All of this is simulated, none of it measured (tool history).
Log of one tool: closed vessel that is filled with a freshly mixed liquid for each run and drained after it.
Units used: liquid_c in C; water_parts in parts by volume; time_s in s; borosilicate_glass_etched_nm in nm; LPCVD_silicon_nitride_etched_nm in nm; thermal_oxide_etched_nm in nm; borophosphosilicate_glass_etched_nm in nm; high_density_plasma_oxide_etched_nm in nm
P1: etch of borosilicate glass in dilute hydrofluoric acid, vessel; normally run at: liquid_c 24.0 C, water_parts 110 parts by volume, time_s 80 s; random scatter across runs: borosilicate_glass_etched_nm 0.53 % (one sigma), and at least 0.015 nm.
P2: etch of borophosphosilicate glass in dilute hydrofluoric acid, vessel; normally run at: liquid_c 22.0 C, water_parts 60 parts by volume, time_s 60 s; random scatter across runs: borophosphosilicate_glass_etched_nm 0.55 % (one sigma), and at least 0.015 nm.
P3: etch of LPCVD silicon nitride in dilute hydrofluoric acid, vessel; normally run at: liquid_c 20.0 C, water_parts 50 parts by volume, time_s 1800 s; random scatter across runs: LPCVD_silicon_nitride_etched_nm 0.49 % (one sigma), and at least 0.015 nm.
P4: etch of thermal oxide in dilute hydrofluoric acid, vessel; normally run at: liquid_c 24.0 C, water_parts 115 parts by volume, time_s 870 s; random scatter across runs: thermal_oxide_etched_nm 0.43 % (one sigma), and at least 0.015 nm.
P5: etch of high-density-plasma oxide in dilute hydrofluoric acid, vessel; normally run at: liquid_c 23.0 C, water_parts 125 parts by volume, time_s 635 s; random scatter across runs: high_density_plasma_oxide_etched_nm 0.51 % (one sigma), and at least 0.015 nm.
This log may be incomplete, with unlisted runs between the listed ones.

run   hour  process  liquid_c  water_parts  time_s  hours since the thermometer was replaced  hours since the hydrofluoric acid flow meter was replaced  borosilicate_glass_etched_nm  LPCVD_silicon_nitride_etched_nm  thermal_oxide_etched_nm  borophosphosilicate_glass_etched_nm  high_density_plasma_oxide_etched_nm
  1   11.7       P1      24.0          110      80                                     557.0                                                      560.1                       30.0640
  2   19.0       P1      24.0          200      80                                     564.3                                                      567.4                       14.8920
      28.0  -- hydrofluoric acid flow meter replaced
  3   28.5       P3      20.0           25    1800                                     573.8                                                        0.5                                                       25.82400
  4   35.8       P4      24.0          115      85                                     581.1                                                        7.8                                                                                  3.4892
  5   45.0       P2      17.0           60      60                                     590.3                                                       17.0                                                                                                                       40.936
  6   52.6       P4      24.0           45     870                                     597.9                                                       24.6                                                                                100.6100
  7   62.2       P3      20.0           50    1800                                     607.5                                                       34.2                                                       13.13400
  8   69.0       P2      22.0           60      60                                     614.3                                                       41.0                                                                                                                       50.731
  9   78.7       P1      31.5          110      80                                     624.0                                                       50.7                       39.1540
 10   90.6       P1      19.5          110      30                                     635.9                                                       62.6                        9.3757
 11   99.9       P3      20.0           50    1800                                     645.2                                                       71.9                                                       13.15900
 12  109.5       P1      24.0          110      80                                     654.8                                                       81.5                       29.9720
 13  119.9       P1      24.0          110     160                                     665.2                                                       91.9                       59.5810
 14  126.9       P2      22.0          100      60                                     672.2                                                       98.9                                                                                                                       29.179
 15  137.1       P3      17.0           50    1800                                     682.4                                                      109.1                                                       10.74400
 16  148.0       P3      20.0           50     130                                     693.3                                                      120.0                                                        0.97238
 17  153.9       P1      24.0           40      80                                     699.2                                                      125.9                       89.7530
 18  164.1       P1      24.0           25      35                                     709.4                                                      136.1                       63.4450
 19  170.6       P5      23.0          125     635                                     715.9                                                      142.6                                                                                                                                                            53.315
 20  180.6       P1      24.0          110      30                                     725.9                                                      152.6                       11.2190
 21  191.5       P5      17.0          125     635                                     736.8                                                      163.5                                                                                                                                                            42.216
 22  196.7       P1      24.0          110      80                                     742.0                                                      168.7                       29.8320
 23  208.3       P5      23.0          125     910                                     753.6                                                      180.3                                                                                                                                                            77.369
 24  213.7       P1      24.0          110      80                                     759.0                                                      185.7                       29.8710
 25  222.2       P4      32.0          115     870                                     767.5                                                      194.2                                                                                 48.5740
 26  232.3       P4      24.0          115     870                                     777.6                                                      204.3                                                                                 35.7370
 27  240.3       P1      24.0          110      80                                     785.6                                                      212.3                       29.6360
 28  251.7       P2      22.0           60      30                                     797.0                                                      223.7                                                                                                                       25.524
 29  263.5       P5      23.0          170     635                                     808.8                                                      235.5                                                                                                                                                            37.336
 30  271.6       P1      18.0          110      80                                     816.9                                                      243.6                       23.4120
 31  279.5       P1      24.0          110      80                                     824.8                                                      251.5                       29.7610
 32  291.3       P1      24.0          110      80                                     836.6                                                      263.3                       30.7950
 33  300.0       P1      24.0          110      80                                     845.3                                                      272.0                       31.4540
 34  311.5       P1      24.0          110      80                                     856.8                                                      283.5                       31.7360
 35  318.2       P1      24.0          110      80                                     863.5                                                      290.2                       31.7990
 36  328.4       P1      24.0          110      80                                     873.7                                                      300.4                       31.7110
 37  334.1       P1      24.0          110      80                                     879.4                                                      306.1                       32.3120
 38  342.9       P1      24.0          110      80                                     888.2                                                      314.9                       32.1710
 39  354.5       P1      24.0          110      80                                     899.8                                                      326.5                       32.2150
 40  363.5       P1      24.0          110      80                                     908.8                                                      335.5                       31.9120

The output of P1 has drifted from where it used to be. Each of the 2 causes below, taken at the size shown beside it, accounts for the log equally well:
A: hydrofluoric acid flow above the setpoint (%) = 6.62
B: liquid hotter than its thermometer reads (K) = 1.86
The creep began at about hour 279.5.

Question marks stand in for the results of the 4 check runs listed below, each run on one wafer. Under which run would the listed causes show clearly different results?
check 1  372.5       P5      19.5          125     635                                                                                                                                                                                                                                                                      ?
check 2  372.5       P4      31.0          115     870                                                                                                                                                                                            ?
check 3  372.5       P2      17.0           60      60                                                                                                                                                                                                                                 ?
check 4  372.5       P3      20.0           50     620                                                                                                                                                                   ?

Outcome of each check run for each possible cause:
  check                               result     if A     if B
check 1  high_density_plasma_oxide_etched_nm   50.028   50.152
check 2              thermal_oxide_etched_nm  50.5310  50.1950
check 3  borophosphosilicate_glass_etched_nm   44.335   44.846
check 4      LPCVD_silicon_nitride_etched_nm  4.81680  5.14610
Gap, in per cent, between the two causes that each check separates least, read from the result that separates them most: check 1 0.25 %; check 2 0.67 %; check 3 1.15 %; check 4 6.61 %
Only in check 4 would the causes give clearly different results; in the remaining checks their results would be nearly the same.

Check 4 has now been run. It gave: LPCVD_silicon_nitride_etched_nm 4.77880 nm. Which of the candidate causes is it?

It was cause A: hydrofluoric acid flow above the setpoint (%).
